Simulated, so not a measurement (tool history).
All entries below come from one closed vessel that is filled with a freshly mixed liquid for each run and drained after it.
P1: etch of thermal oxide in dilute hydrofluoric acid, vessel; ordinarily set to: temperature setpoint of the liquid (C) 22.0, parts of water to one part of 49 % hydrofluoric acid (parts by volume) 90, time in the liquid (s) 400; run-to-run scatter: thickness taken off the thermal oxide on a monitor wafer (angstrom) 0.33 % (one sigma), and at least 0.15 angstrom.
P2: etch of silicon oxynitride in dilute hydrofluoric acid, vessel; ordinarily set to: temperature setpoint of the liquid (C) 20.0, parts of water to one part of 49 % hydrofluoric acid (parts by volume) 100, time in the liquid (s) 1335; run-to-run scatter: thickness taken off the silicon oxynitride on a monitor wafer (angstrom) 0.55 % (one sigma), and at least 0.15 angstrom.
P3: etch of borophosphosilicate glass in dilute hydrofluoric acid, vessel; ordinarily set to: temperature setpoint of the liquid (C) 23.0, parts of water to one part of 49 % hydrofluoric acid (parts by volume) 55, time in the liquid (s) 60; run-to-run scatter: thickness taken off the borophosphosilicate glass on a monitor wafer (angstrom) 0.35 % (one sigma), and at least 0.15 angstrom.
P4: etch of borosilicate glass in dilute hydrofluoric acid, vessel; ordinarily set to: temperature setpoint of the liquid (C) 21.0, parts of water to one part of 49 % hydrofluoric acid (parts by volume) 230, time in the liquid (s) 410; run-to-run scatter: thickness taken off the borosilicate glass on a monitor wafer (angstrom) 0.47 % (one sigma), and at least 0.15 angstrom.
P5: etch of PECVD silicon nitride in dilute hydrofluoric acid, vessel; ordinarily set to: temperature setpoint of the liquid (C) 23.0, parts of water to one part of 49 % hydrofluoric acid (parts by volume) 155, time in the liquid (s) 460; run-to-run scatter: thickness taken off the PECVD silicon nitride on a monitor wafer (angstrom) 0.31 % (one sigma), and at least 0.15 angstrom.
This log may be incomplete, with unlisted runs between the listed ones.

run	day	process that ran	temperature setpoint of the liquid (C)	parts of water to one part of 49 % hydrofluoric acid (parts by volume)	time in the liquid (s)	thickness taken off the thermal oxide on a monitor wafer (angstrom)	thickness taken off the borophosphosilicate glass on a monitor wafer (angstrom)	thickness taken off the PECVD silicon nitride on a monitor wafer (angstrom)	thickness taken off the borosilicate glass on a monitor wafer (angstrom)	thickness taken off the silicon oxynitride on a monitor wafer (angstrom)
1	0.692	P1	22.0	90	400	209.960				
2	1.408	P3	27.0	55	60		676.75			
3	2.058	P3	23.0	55	90		860.06			
4	2.625	P5	29.5	155	460			236.12		
5	3.175	P1	22.0	145	400	122.950				
6	3.867	P4	21.0	230	740				832.81	
7	4.483	P1	22.0	35	400	579.680				
8	5.092	P1	17.0	90	45	18.883				
9	5.792	P1	22.0	90	225	117.660				
10	6.346	P1	27.0	90	190	121.200				
11	7.083	P4	21.0	230	410				465.28	
12	7.633	P1	22.0	90	400	209.550				
13	8.038	P2	20.0	100	1335					545.830
14	8.375	P2	17.0	100	1335					477.030
15	8.883	P2	20.0	100	30					12.307
16	9.454	P1	28.5	90	400	272.320				
17	9.783	P1	18.0	90	400	177.240				
18	10.108	P1	22.0	90	400	208.990				
19	10.629	P3	23.0	55	60		574.28			
20	11.033	P4	27.0	230	410				580.84	
21	11.554	P5	23.0	155	900			305.95		
22	12.129	P4	21.0	55	410				2360.00	
23	12.733	P3	23.0	95	60		315.35			
24	13.200	P1	22.0	90	710	371.700				
25	13.896	P2	20.0	165	1335					316.590
26	14.342	P5	23.0	40	460			591.34		
27	15.021	P1	22.0	90	400	208.580				
28	15.692	P1	22.0	90	400	209.700				
29	16.167	P1	22.0	90	400	209.980				
30	16.617	P5	23.0	155	460			156.28		
31	17.088	P4	21.0	230	410				470.39	
32	17.821	P1	22.0	90	400	208.810				
33	18.354	P1	22.0	90	400	199.300				

What does the tool deliver on the next run?
34	18.704	P1	22.0	90	400	?				

Run 34 came out at thickness taken off the thermal oxide on a monitor wafer (angstrom) 196.540.

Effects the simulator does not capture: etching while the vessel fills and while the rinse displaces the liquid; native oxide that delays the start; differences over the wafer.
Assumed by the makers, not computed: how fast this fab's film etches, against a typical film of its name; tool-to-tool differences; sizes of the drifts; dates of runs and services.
